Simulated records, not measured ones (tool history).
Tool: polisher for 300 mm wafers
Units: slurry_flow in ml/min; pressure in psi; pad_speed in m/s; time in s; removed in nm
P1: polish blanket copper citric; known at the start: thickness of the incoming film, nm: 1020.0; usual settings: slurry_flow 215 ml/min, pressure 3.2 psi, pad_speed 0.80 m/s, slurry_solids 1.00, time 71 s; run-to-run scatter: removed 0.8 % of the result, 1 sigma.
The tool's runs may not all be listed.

run 1 hour=13.9 | slurry_flow=215 pressure=3.2 pad_speed=0.80 slurry_solids=1.00 time=71 | removed=112.350
run 2 hour=25.4 | slurry_flow=215 pressure=3.2 pad_speed=0.80 slurry_solids=1.45 time=71 | removed=124.000
run 3 hour=32.6 | slurry_flow=215 pressure=3.2 pad_speed=0.80 slurry_solids=1.00 time=71 | removed=113.100
run 4 hour=45.4 | slurry_flow=215 pressure=1.7 pad_speed=0.80 slurry_solids=1.00 time=71 | removed=62.002
run 5 hour=58.8 | slurry_flow=215 pressure=3.2 pad_speed=0.80 slurry_solids=1.00 time=71 | removed=114.980
run 6 hour=72.8 | slurry_flow=130 pressure=3.2 pad_speed=0.80 slurry_solids=1.00 time=103 | removed=152.990
run 7 hour=81.7 | slurry_flow=215 pressure=4.7 pad_speed=0.80 slurry_solids=1.00 time=71 | removed=165.570
run 8 hour=91.8 | slurry_flow=215 pressure=3.2 pad_speed=1.22 slurry_solids=1.00 time=71 | removed=173.420
run 9 hour=104.8 | slurry_flow=215 pressure=3.2 pad_speed=0.80 slurry_solids=0.60 time=71 | removed=103.530
-- hour=113.1 worn pad replaced by a new one
run 10 hour=121.2 | slurry_flow=340 pressure=3.2 pad_speed=0.80 slurry_solids=1.00 time=71 | removed=120.050
run 11 hour=135.3 | slurry_flow=215 pressure=3.2 pad_speed=0.80 slurry_solids=1.00 time=71 | removed=115.160
run 12 hour=146.0 | slurry_flow=130 pressure=3.2 pad_speed=0.80 slurry_solids=1.00 time=71 | removed=105.910
run 13 hour=154.5 | slurry_flow=215 pressure=3.2 pad_speed=0.80 slurry_solids=1.00 time=71 | removed=113.440
run 14 hour=171.2 | slurry_flow=215 pressure=3.2 pad_speed=0.80 slurry_solids=1.00 time=71 | removed=114.330
run 15 hour=185.9 | slurry_flow=215 pressure=3.2 pad_speed=0.80 slurry_solids=1.00 time=108 | removed=175.070
run 16 hour=198.4 | slurry_flow=215 pressure=3.2 pad_speed=0.38 slurry_solids=1.00 time=71 | removed=56.396
run 17 hour=212.8 | slurry_flow=215 pressure=3.2 pad_speed=0.80 slurry_solids=1.00 time=38 | removed=61.854
run 18 hour=227.7 | slurry_flow=335 pressure=3.2 pad_speed=0.80 slurry_solids=1.25 time=71 | removed=125.310
run 19 hour=238.5 | slurry_flow=215 pressure=3.2 pad_speed=0.80 slurry_solids=1.00 time=71 | removed=114.110
run 20 hour=249.3 | slurry_flow=215 pressure=3.2 pad_speed=0.80 slurry_solids=1.00 time=71 | removed=110.350
run 21 hour=259.2 | slurry_flow=215 pressure=3.2 pad_speed=0.80 slurry_solids=1.00 time=71 | removed=109.130

Forecast run 22:
run 22 hour=271.0 | slurry_flow=215 pressure=3.2 pad_speed=0.80 slurry_solids=1.00 time=71 | removed=?

Run 22 gave removed 107.640 nm.
